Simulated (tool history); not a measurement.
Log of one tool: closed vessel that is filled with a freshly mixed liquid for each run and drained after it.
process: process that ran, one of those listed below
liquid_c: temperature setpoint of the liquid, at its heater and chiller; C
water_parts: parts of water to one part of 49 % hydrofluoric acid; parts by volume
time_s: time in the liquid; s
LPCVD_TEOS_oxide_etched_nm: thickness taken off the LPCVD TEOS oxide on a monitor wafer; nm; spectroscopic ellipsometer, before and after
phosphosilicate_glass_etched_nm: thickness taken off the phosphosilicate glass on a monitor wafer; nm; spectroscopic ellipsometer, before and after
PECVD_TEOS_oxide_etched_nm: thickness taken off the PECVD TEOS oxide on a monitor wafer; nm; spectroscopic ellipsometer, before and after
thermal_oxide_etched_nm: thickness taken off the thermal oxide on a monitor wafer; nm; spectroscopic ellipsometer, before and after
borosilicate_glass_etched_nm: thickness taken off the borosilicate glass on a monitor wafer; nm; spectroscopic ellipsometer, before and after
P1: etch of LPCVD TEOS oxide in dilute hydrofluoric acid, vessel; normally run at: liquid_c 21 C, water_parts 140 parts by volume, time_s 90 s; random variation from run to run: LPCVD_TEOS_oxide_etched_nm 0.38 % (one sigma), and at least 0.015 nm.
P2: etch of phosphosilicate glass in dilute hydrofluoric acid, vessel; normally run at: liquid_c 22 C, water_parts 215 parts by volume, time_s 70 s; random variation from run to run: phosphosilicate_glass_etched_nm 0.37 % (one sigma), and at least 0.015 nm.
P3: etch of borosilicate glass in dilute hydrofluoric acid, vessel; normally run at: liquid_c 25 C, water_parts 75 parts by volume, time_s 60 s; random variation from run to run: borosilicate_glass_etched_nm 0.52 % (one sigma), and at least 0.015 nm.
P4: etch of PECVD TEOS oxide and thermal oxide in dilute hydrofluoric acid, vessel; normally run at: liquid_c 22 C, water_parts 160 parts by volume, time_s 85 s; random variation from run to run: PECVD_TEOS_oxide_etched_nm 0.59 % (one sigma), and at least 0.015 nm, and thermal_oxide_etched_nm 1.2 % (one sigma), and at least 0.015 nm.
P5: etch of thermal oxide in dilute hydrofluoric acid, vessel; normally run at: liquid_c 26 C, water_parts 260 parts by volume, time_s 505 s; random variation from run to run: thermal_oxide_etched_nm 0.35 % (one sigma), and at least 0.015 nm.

| run | hour | process | liquid_c | water_parts | time_s | hours since the thermometer was replaced | hours since the hydrofluoric acid flow meter was replaced | LPCVD_TEOS_oxide_etched_nm | phosphosilicate_glass_etched_nm | PECVD_TEOS_oxide_etched_nm | thermal_oxide_etched_nm | borosilicate_glass_etched_nm |
|---|---|---|---|---|---|---|---|---|---|---|---|---|
| 1 | 3.6 | P1 | 21 | 140 | 90 | 990.9 | 351.4 | 15.992 |  |  |  |  |
| 2 | 8.6 | P2 | 22 | 215 | 125 | 995.9 | 356.4 |  | 34.55 |  |  |  |
| 3 | 14.1 | P1 | 21 | 140 | 90 | 1001.4 | 361.9 | 15.959 |  |  |  |  |
| 4 | 20.4 | P4 | 26 | 160 | 85 | 1007.7 | 368.2 |  |  | 5.3743 | 2.4934 |  |
| 5 | 24.6 | P1 | 21 | 140 | 90 | 1011.9 | 372.4 | 16.064 |  |  |  |  |
| 6 | 27.6 | P3 | 25 | 135 | 60 | 1014.9 | 375.4 |  |  |  |  | 17.244 |
| 7 | 33.1 | P5 | 32.5 | 260 | 505 | 1020.4 | 380.9 |  |  |  | 10.833 |  |
| 8 | 36.7 | P1 | 21 | 55 | 30 | 1024 | 384.5 | 15.088 |  |  |  |  |
| 9 | 42.2 | P1 | 21 | 140 | 90 | 1029.5 | 390 | 15.957 |  |  |  |  |
| 10 | 48.3 | P4 | 22 | 55 | 85 | 1035.6 | 396.1 |  |  | 15.176 | 7.1228 |  |
| 11 | 53.1 | P2 | 22 | 215 | 70 | 1040.4 | 400.9 |  | 19.497 |  |  |  |
| 12 | 59.4 | P2 | 22 | 40 | 70 | 1046.7 | 407.2 |  | 126.66 |  |  |  |
| 13 | 65.8 | P1 | 28.5 | 140 | 135 | 1053.1 | 413.6 | 31.976 |  |  |  |  |
| 14 | 69.6 | P3 | 31 | 75 | 60 | 1056.9 | 417.4 |  |  |  |  | 42.39 |
| 15 | 74.8 | P1 | 17 | 55 | 90 | 1062.1 | 422.6 | 37.89 |  |  |  |  |
| 16 | 79.9 | P2 | 17 | 215 | 70 | 1067.2 | 427.7 |  | 16.129 |  |  |  |
| 17 | 86.3 | P4 | 22 | 160 | 85 | 1073.6 | 434.1 |  |  | 4.6071 | 2.1813 |  |
| 18 | 89.7 | P3 | 25 | 75 | 30 | 1077 | 437.5 |  |  |  |  | 16.813 |
| 19 | 96.4 | P1 | 21 | 140 | 170 | 1083.7 | 444.2 | 30.095 |  |  |  |  |
| 20 | 101 | P1 | 21 | 55 | 90 | 1088.3 | 448.8 | 44.547 |  |  |  |  |
| 21 | 105 | P1 | 21 | 140 | 90 | 1092.3 | 452.8 | 16.015 |  |  |  |  |
| 22 | 110.2 | P1 | 21 | 140 | 35 | 1097.5 | 458 | 6.2435 |  |  |  |  |
| 23 | 115.5 | P4 | 22 | 160 | 45 | 1102.8 | 463.3 |  |  | 2.441 | 1.1601 |  |
| 24 | 120.6 | P3 | 25 | 75 | 60 | 1107.9 | 468.4 |  |  |  |  | 33.67 |
| 25 | 127.5 | P4 | 22 | 160 | 85 | 1114.8 | 475.3 |  |  | 4.6396 | 2.1927 |  |
| 26 | 133.6 | P5 | 26 | 475 | 505 | 1120.9 | 481.4 |  |  |  | 3.8797 |  |
| 27 | 137.5 | P5 | 26 | 260 | 970 | 1124.8 | 485.3 |  |  |  | 16.624 |  |
| 28 | 141 | P1 | 21 | 215 | 90 | 1128.3 | 488.8 | 9.6248 |  |  |  |  |
| 29 | 145 | P1 | 21 | 140 | 90 | 1132.3 | 492.8 | 15.886 |  |  |  |  |
| 30 | 150.6 | P5 | 26 | 260 | 505 | 1137.9 | 498.4 |  |  |  | 8.6404 |  |
| 31 | 156 | P1 | 27 | 140 | 90 | 1143.3 | 503.8 | 20.029 |  |  |  |  |
| 32 | 159.7 | P1 | 17 | 140 | 90 | 1147 | 507.5 | 13.631 |  |  |  |  |
| 33 | 163.6 | P1 | 21 | 140 | 90 | 1150.9 | 511.4 | 15.98 |  |  |  |  |
| 34 | 169.4 | P1 | 21 | 140 | 90 | 1156.7 | 517.2 | 15.356 |  |  |  |  |
| 35 | 174.5 | P1 | 21 | 140 | 90 | 1161.8 | 522.3 | 14.94 |  |  |  |  |
| 36 | 179 | P1 | 21 | 140 | 90 | 1166.3 | 526.8 | 14.916 |  |  |  |  |
| 37 | 183.9 | P1 | 21 | 140 | 90 | 1171.2 | 531.7 | 14.68 |  |  |  |  |
| 38 | 190.8 | P1 | 21 | 140 | 90 | 1178.1 | 538.6 | 14.682 |  |  |  |  |
| 39 | 193.8 | P1 | 21 | 140 | 90 | 1181.1 | 541.6 | 14.572 |  |  |  |  |
| 40 | 199.4 | P1 | 21 | 140 | 90 | 1186.7 | 547.2 | 14.48 |  |  |  |  |

What P1 gives has crept away from where it was. These 2 causes fit the log equally well, each at the size given:
A: liquid colder than its thermometer reads (K) = 2.24
B: hydrofluoric acid flow below the setpoint (%) = 7.46
The creep began at about hour 163.6.

4 check runs are offered, one wafer each, their results left as question marks. Which one tells the causes apart?
| check 1 | 205 | P2 | 22 | 150 | 70 |  |  |  | ? |  |  |  |
| check 2 | 205 | P5 | 26 | 435 | 875 |  |  |  |  |  | ? |  |
| check 3 | 205 | P3 | 25 | 130 | 30 |  |  |  |  |  |  | ? |
| check 4 | 205 | P4 | 22 | 80 | 85 |  |  |  |  | ? | ? |  |

What each check would give under each cause:
| check | result | if A | if B |
|---|---|---|---|
| check 1 | phosphosilicate_glass_etched_nm | 27.35 | 27.289 |
| check 2 | thermal_oxide_etched_nm | 7.0404 | 6.7815 |
| check 3 | borosilicate_glass_etched_nm | 8.2631 | 8.2376 |
| check 4 | PECVD_TEOS_oxide_etched_nm | 9.2214 | 9.2883 |
| check 4 | thermal_oxide_etched_nm | 4.3312 | 4.3627 |
How far apart the two closest causes lie, in the result that separates them most: check 1 0.22 %; check 2 3.75 %; check 3 0.31 %; check 4 0.72 %
Check 2 tells the causes apart: in the others they would give nearly the same result.

Then check 2 was run and gave: thermal_oxide_etched_nm 6.9997 nm. Which cause is it?

It is A: liquid colder than its thermometer reads (K).

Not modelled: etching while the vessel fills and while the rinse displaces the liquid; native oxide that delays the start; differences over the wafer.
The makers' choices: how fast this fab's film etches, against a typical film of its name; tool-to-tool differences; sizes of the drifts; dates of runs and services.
